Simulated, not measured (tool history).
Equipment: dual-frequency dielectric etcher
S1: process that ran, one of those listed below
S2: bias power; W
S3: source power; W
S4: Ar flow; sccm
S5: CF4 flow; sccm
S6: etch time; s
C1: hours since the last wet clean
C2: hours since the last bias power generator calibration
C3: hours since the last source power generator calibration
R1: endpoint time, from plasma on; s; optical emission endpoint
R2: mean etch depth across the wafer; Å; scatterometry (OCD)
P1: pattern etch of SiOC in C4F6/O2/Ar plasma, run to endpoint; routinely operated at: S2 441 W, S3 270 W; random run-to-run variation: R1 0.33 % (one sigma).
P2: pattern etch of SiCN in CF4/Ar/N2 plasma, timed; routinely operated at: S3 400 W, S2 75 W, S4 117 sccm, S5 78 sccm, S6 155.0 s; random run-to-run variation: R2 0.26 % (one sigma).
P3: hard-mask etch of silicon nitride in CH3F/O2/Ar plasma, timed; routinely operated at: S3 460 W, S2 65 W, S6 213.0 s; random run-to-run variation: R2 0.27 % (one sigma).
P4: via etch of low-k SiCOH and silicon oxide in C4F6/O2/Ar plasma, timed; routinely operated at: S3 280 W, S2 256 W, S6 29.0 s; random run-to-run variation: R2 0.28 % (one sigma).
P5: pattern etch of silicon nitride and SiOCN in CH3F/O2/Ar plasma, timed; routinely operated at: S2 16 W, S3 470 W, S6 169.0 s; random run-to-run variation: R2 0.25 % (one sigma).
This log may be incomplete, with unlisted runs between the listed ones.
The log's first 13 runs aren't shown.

run,day,S1,S2,S3,S4,S5,S6,C1,C2,C3,R1,R2
14,5.783,P2,75,400,117,78,85.0,190.7,495.4,3637.9,,663.94
# day 5.975: source power generator calibrated
15,6.371,P5,10,470,,,169.0,204.8,509.5,9.5,,182.58
16,6.838,P4,256,280,,,29.0,216.0,520.7,20.7,,661.31
17,7.383,P2,75,310,117,78,155.0,229.1,533.8,33.8,,965.90
18,7.946,P3,49,460,,,213.0,242.6,547.3,47.3,,1418.40
19,8.321,P2,75,400,117,78,155.0,251.6,556.3,56.3,,1210.30
20,8.683,P1,441,160,,,,260.3,565.0,65.0,21.820,
21,8.988,P1,580,270,,,,267.6,572.3,72.3,16.335,
22,9.525,P3,65,460,,,213.0,280.5,585.2,85.2,,1554.50
23,10.125,P5,16,470,,,169.0,294.9,599.6,99.6,,217.26
24,10.696,P4,256,280,,,22.5,308.6,613.3,113.3,,517.26

For run 25, what comes out?
25,11.225,P4,343,280,,,29.0,321.3,626.0,126.0,,?

R2: 737.60 Å
